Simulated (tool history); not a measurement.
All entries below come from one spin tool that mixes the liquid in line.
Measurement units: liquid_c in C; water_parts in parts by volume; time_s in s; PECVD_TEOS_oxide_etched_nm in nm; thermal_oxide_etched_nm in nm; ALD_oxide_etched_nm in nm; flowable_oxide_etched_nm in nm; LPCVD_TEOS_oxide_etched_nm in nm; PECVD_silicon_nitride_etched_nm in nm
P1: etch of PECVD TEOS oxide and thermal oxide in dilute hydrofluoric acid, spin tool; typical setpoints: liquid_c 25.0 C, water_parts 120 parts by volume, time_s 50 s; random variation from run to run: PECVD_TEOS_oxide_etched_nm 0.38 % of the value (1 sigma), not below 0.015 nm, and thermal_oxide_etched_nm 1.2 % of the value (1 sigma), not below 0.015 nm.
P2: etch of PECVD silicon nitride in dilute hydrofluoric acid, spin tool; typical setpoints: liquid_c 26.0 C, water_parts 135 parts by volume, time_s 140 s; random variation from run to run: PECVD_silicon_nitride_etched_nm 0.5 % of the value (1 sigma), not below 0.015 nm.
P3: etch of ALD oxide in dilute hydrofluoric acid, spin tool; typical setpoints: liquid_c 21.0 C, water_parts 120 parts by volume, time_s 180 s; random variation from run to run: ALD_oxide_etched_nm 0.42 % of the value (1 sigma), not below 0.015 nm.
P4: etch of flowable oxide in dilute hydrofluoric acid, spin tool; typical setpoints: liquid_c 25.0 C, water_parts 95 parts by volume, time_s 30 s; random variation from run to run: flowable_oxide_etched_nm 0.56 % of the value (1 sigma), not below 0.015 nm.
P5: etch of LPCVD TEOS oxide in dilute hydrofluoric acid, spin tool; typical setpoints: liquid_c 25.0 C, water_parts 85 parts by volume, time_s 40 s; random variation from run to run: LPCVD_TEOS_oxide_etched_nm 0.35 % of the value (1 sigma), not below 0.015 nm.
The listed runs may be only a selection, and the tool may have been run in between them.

| run | hour | process | liquid_c | water_parts | time_s | hours since the thermometer was replaced | hours since the hydrofluoric acid flow meter was replaced | PECVD_TEOS_oxide_etched_nm | thermal_oxide_etched_nm | ALD_oxide_etched_nm | flowable_oxide_etched_nm | LPCVD_TEOS_oxide_etched_nm | PECVD_silicon_nitride_etched_nm |
|---|---|---|---|---|---|---|---|---|---|---|---|---|---|
| 1 | 13.1 | P1 | 25.0 | 120 | 50 | 1170.7 | 775.5 | 6.8462 | 1.90800 |  |  |  |  |
| 2 | 20.0 | P1 | 25.0 | 120 | 50 | 1177.6 | 782.4 | 6.8993 | 1.97200 |  |  |  |  |
| 3 | 32.5 | P1 | 25.0 | 120 | 50 | 1190.1 | 794.9 | 6.8599 | 1.92060 |  |  |  |  |
| 4 | 39.4 | P1 | 25.0 | 120 | 90 | 1197.0 | 801.8 | 12.3420 | 3.54660 |  |  |  |  |
| 5 | 51.2 | P3 | 21.0 | 120 | 20 | 1208.8 | 813.6 |  |  | 2.3848 |  |  |  |
| 6 | 63.3 | P3 | 21.0 | 120 | 180 | 1220.9 | 825.7 |  |  | 21.4070 |  |  |  |
| 7 | 71.1 | P4 | 25.0 | 55 | 30 | 1228.7 | 833.5 |  |  |  | 32.368 |  |  |
| 8 | 80.2 | P1 | 25.0 | 120 | 50 | 1237.8 | 842.6 | 6.8734 | 1.96240 |  |  |  |  |
| 9 | 94.3 | P1 | 25.0 | 40 | 50 | 1251.9 | 856.7 | 22.8270 | 6.48520 |  |  |  |  |
| 10 | 101.9 | P5 | 25.0 | 85 | 40 | 1259.5 | 864.3 |  |  |  |  | 17.495 |  |
| 11 | 113.9 | P1 | 25.0 | 80 | 15 | 1271.5 | 876.3 | 3.2465 | 0.91657 |  |  |  |  |
| 12 | 121.2 | P3 | 17.0 | 120 | 180 | 1278.8 | 883.6 |  |  | 18.2730 |  |  |  |
| 13 | 136.0 | P1 | 25.0 | 180 | 50 | 1293.6 | 898.4 | 4.2934 | 1.22250 |  |  |  |  |
| 14 | 146.0 | P2 | 26.0 | 135 | 140 | 1303.6 | 908.4 |  |  |  |  |  | 6.0630 |
| 15 | 153.3 | P2 | 26.0 | 45 | 140 | 1310.9 | 915.7 |  |  |  |  |  | 17.7920 |
| 16 | 161.8 | P1 | 25.0 | 120 | 50 | 1319.4 | 924.2 | 6.8849 | 1.92410 |  |  |  |  |
| 17 | 174.4 | P1 | 33.5 | 120 | 50 | 1332.0 | 936.8 | 9.5269 | 2.63620 |  |  |  |  |
| 18 | 186.8 | P1 | 25.0 | 120 | 15 | 1344.4 | 949.2 | 2.0689 | 0.59671 |  |  |  |  |
| 19 | 195.6 | P4 | 25.0 | 95 | 30 | 1353.2 | 958.0 |  |  |  | 17.842 |  |  |
| 20 | 209.2 | P5 | 25.0 | 130 | 40 | 1366.8 | 971.6 |  |  |  |  | 10.782 |  |
| 21 | 220.4 | P5 | 25.0 | 85 | 60 | 1378.0 | 982.8 |  |  |  |  | 26.154 |  |
| 22 | 230.4 | P5 | 29.0 | 85 | 40 | 1388.0 | 992.8 |  |  |  |  | 20.259 |  |
| 23 | 239.0 | P1 | 17.0 | 120 | 50 | 1396.6 | 1001.4 | 4.9682 | 1.44070 |  |  |  |  |
| 24 | 252.2 | P4 | 25.0 | 95 | 50 | 1409.8 | 1014.6 |  |  |  | 29.541 |  |  |
| 25 | 265.1 | P2 | 30.0 | 135 | 140 | 1422.7 | 1027.5 |  |  |  |  |  | 7.6963 |
| 26 | 272.8 | P3 | 21.0 | 60 | 180 | 1430.4 | 1035.2 |  |  | 46.0770 |  |  |  |
| 27 | 281.5 | P2 | 26.0 | 135 | 215 | 1439.1 | 1043.9 |  |  |  |  |  | 9.3573 |
| 28 | 288.6 | P4 | 17.0 | 95 | 30 | 1446.2 | 1051.0 |  |  |  | 12.851 |  |  |
| 29 | 300.6 | P1 | 25.0 | 120 | 50 | 1458.2 | 1063.0 | 6.8353 | 1.99030 |  |  |  |  |
| 30 | 309.4 | P3 | 21.0 | 120 | 180 | 1467.0 | 1071.8 |  |  | 21.3570 |  |  |  |
| 31 | 318.1 | P1 | 25.0 | 120 | 50 | 1475.7 | 1080.5 | 6.8872 | 1.94220 |  |  |  |  |
| 32 | 332.0 | P1 | 25.0 | 120 | 50 | 1489.6 | 1094.4 | 6.8846 | 1.96970 |  |  |  |  |
| 33 | 347.4 | P1 | 25.0 | 120 | 50 | 1505.0 | 1109.8 | 6.7083 | 1.93980 |  |  |  |  |
| 34 | 357.3 | P1 | 25.0 | 120 | 50 | 1514.9 | 1119.7 | 6.6155 | 1.89040 |  |  |  |  |
| 35 | 367.6 | P1 | 25.0 | 120 | 50 | 1525.2 | 1130.0 | 6.5502 | 1.92020 |  |  |  |  |
| 36 | 379.1 | P1 | 25.0 | 120 | 50 | 1536.7 | 1141.5 | 6.5245 | 1.85720 |  |  |  |  |
| 37 | 391.7 | P1 | 25.0 | 120 | 50 | 1549.3 | 1154.1 | 6.4705 | 1.83740 |  |  |  |  |
| 38 | 402.2 | P1 | 25.0 | 120 | 50 | 1559.8 | 1164.6 | 6.5038 | 1.85240 |  |  |  |  |
| 39 | 417.7 | P1 | 25.0 | 120 | 50 | 1575.3 | 1180.1 | 6.4683 | 1.87350 |  |  |  |  |
| 40 | 432.9 | P1 | 25.0 | 120 | 50 | 1590.5 | 1195.3 | 6.4264 | 1.85200 |  |  |  |  |

What P1 gives has crept away from where it was. These 2 causes fit the log equally well, each at the size given:
A: liquid colder than its thermometer reads (K) = 1.61
B: hydrofluoric acid flow below the setpoint (%) = 5.28
Onset of the creep was near hour 332.0.

Of the 4 check runs listed below, each run on one wafer and each result written as a question mark, which would let you distinguish the listed causes because they would give clearly different results?
| check 1 | 448.1 | P4 | 25.0 | 95 | 30 |  |  |  |  |  | ? |  |  |
| check 2 | 448.1 | P5 | 25.0 | 85 | 40 |  |  |  |  |  |  | ? |  |
| check 3 | 448.1 | P2 | 26.0 | 135 | 140 |  |  |  |  |  |  |  | ? |
| check 4 | 448.1 | P3 | 21.0 | 120 | 180 |  |  |  |  | ? |  |  |  |

What each check would give under each cause:
| check | result | if A | if B |
|---|---|---|---|
| check 1 | flowable_oxide_etched_nm | 16.695 | 16.744 |
| check 2 | LPCVD_TEOS_oxide_etched_nm | 16.381 | 16.447 |
| check 3 | PECVD_silicon_nitride_etched_nm | 5.4498 | 5.7255 |
| check 4 | ALD_oxide_etched_nm | 20.0560 | 20.1270 |
Separation of the two closest causes in each check, using whichever result separates them best: check 1 0.29 %; check 2 0.4 %; check 3 4.94 %; check 4 0.35 %
Of the check runs offered, only check 3 discriminates between the causes; the rest would read about the same regardless of which cause applies.

Running check 3 produced the following: PECVD_silicon_nitride_etched_nm 5.7085 nm. Which one of the listed causes fits?

It was cause B: hydrofluoric acid flow below the setpoint (%).

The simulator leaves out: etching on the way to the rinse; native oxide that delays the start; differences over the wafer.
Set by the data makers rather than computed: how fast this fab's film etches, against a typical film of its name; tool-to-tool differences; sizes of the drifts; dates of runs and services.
